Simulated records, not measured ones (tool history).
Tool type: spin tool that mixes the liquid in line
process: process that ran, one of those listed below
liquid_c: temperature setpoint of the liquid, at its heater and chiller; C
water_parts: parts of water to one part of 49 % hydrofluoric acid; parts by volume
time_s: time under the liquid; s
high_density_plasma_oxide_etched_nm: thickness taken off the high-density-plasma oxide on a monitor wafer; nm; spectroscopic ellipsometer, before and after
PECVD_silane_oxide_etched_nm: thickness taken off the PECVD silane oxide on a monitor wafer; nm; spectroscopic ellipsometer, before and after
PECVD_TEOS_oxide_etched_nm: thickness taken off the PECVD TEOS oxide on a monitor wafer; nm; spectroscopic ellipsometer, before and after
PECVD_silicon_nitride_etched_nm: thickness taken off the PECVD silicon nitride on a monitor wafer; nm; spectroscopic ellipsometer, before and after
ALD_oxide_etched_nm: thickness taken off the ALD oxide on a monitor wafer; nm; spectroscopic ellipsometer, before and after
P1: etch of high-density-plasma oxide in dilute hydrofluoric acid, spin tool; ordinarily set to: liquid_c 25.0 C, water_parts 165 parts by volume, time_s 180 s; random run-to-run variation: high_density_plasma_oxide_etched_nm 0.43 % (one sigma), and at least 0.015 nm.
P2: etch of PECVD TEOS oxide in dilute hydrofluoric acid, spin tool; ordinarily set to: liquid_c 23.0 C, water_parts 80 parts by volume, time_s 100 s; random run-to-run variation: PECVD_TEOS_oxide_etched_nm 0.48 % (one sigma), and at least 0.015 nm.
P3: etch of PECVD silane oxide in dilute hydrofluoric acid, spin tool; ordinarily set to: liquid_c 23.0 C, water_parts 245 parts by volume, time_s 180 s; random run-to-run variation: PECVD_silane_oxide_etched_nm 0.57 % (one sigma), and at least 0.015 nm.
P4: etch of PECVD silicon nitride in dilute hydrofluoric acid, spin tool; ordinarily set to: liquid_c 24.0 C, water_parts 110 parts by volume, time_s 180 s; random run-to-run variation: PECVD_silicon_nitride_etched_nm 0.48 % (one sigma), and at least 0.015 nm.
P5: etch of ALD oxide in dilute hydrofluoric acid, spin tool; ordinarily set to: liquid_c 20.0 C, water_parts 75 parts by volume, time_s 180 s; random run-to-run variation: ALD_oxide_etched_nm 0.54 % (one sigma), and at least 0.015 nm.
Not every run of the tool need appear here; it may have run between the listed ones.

run	hour	process	liquid_c	water_parts	time_s	hours since the thermometer was replaced	hours since the hydrofluoric acid flow meter was replaced	high_density_plasma_oxide_etched_nm	PECVD_silane_oxide_etched_nm	PECVD_TEOS_oxide_etched_nm	PECVD_silicon_nitride_etched_nm	ALD_oxide_etched_nm
1	3.5	P1	25.0	165	180	680.7	546.9	10.5520				
2	8.7	P1	25.0	165	180	685.9	552.1	10.5000				
3	11.4	P3	23.0	65	180	688.6	554.8		66.5260			
4	14.7	P1	25.0	165	85	691.9	558.1	4.9528				
5	18.1	P1	25.0	165	180	695.3	561.5	10.5630				
6	22.5	P1	18.0	165	180	699.7	565.9	8.0535				
7	25.7	P3	31.5	245	180	702.9	569.1		19.5230			
8	29.4	P3	23.0	245	180	706.6	572.8		14.4020			
9	33.4	P2	17.0	80	100	710.6	576.8			23.5680		
10	38.4	P1	25.0	165	180	715.6	581.8	10.4810				
11	41.7	P4	31.0	110	180	718.9	585.1				10.6820	
12	45.0	P1	25.0	165	180	722.2	588.4	10.4500				
13	48.2	P1	17.0	165	55	725.4	591.6	2.3502				
14	52.0	P1	25.0	165	315	729.2	595.4	18.4290				
15	56.1	P4	24.0	110	325	733.3	599.5				12.3610	
16	60.5	P1	25.0	225	355	737.7	603.9	14.1880				
17	63.2	P5	20.0	75	180	740.4	606.6					39.4130
18	65.8	P4	24.0	170	180	743.0	609.2				4.4491	
19	69.5	P2	23.0	80	100	746.7	612.9			30.2150		
20	72.7	P1	25.0	165	180	749.9	616.1	10.4920				
21	75.5	P1	25.0	295	180	752.7	618.9	5.0573				
22	78.9	P5	20.0	75	15	756.1	622.3					3.2905
23	82.0	P5	17.0	75	180	759.2	625.4					34.6560
24	86.2	P4	24.0	110	180	763.4	629.6				6.8963	
25	91.5	P3	23.0	245	15	768.7	634.9		1.2003			
26	97.0	P1	30.5	165	180	774.2	640.4	12.7980				
27	102.0	P4	24.0	110	180	779.2	645.4				6.7992	
28	107.0	P2	23.0	80	20	784.2	650.4			6.0855		
29	110.6	P5	20.0	40	180	787.8	654.0					76.6250
30	115.8	P2	23.0	135	100	793.0	659.2			16.7780		
31	119.2	P1	25.0	35	180	796.4	662.6	58.3350				
32	123.3	P1	25.0	165	180	800.5	666.7	10.5910				
33	128.8	P1	25.0	165	180	806.0	672.2	10.1320				
34	133.8	P1	25.0	165	180	811.0	677.2	9.9701				
35	139.1	P1	25.0	165	180	816.3	682.5	9.9010				
36	142.6	P1	25.0	165	180	819.8	686.0	9.8296				
37	147.3	P1	25.0	165	180	824.5	690.7	9.7104				
38	151.7	P1	25.0	165	180	828.9	695.1	9.7969				
39	154.6	P1	25.0	165	180	831.8	698.0	9.7667				

P1 no longer gives what it gave before; its output has crept away from where it was. The following 2 causes, each at its listed size, fit the log equally well:
A: hydrofluoric acid flow below the setpoint (%) = 5.58
B: liquid colder than its thermometer reads (K) = 1.82
The onset of the drift is placed at about hour 123.3.

Of the 4 check runs listed below, each run on one wafer and each result written as a question mark, which would let you distinguish the listed causes because they would give clearly different results?
check 1	157.5	P3	28.0	90	180				?			
check 2	157.5	P2	17.0	130	100					?		
check 3	157.5	P4	24.0	155	180						?	
check 4	157.5	P5	17.0	75	20							?

How each check would come out, cause by cause:
check	result	if A	if B
check 1	PECVD_silane_oxide_etched_nm	53.4400	53.1220
check 2	PECVD_TEOS_oxide_etched_nm	12.9160	12.7730
check 3	PECVD_silicon_nitride_etched_nm	4.5810	4.3086
check 4	ALD_oxide_etched_nm	3.6095	3.5509
Per-check spread between the two closest causes, in the result where they differ most: check 1 0.6 %; check 2 1.11 %; check 3 6.13 %; check 4 1.64 %
Only check 3 tells the causes apart: in the others they would give nearly the same result.

Check 3 was then run and gave: PECVD_silicon_nitride_etched_nm 4.3415 nm. Which cause is it?

It is B: liquid colder than its thermometer reads (K).
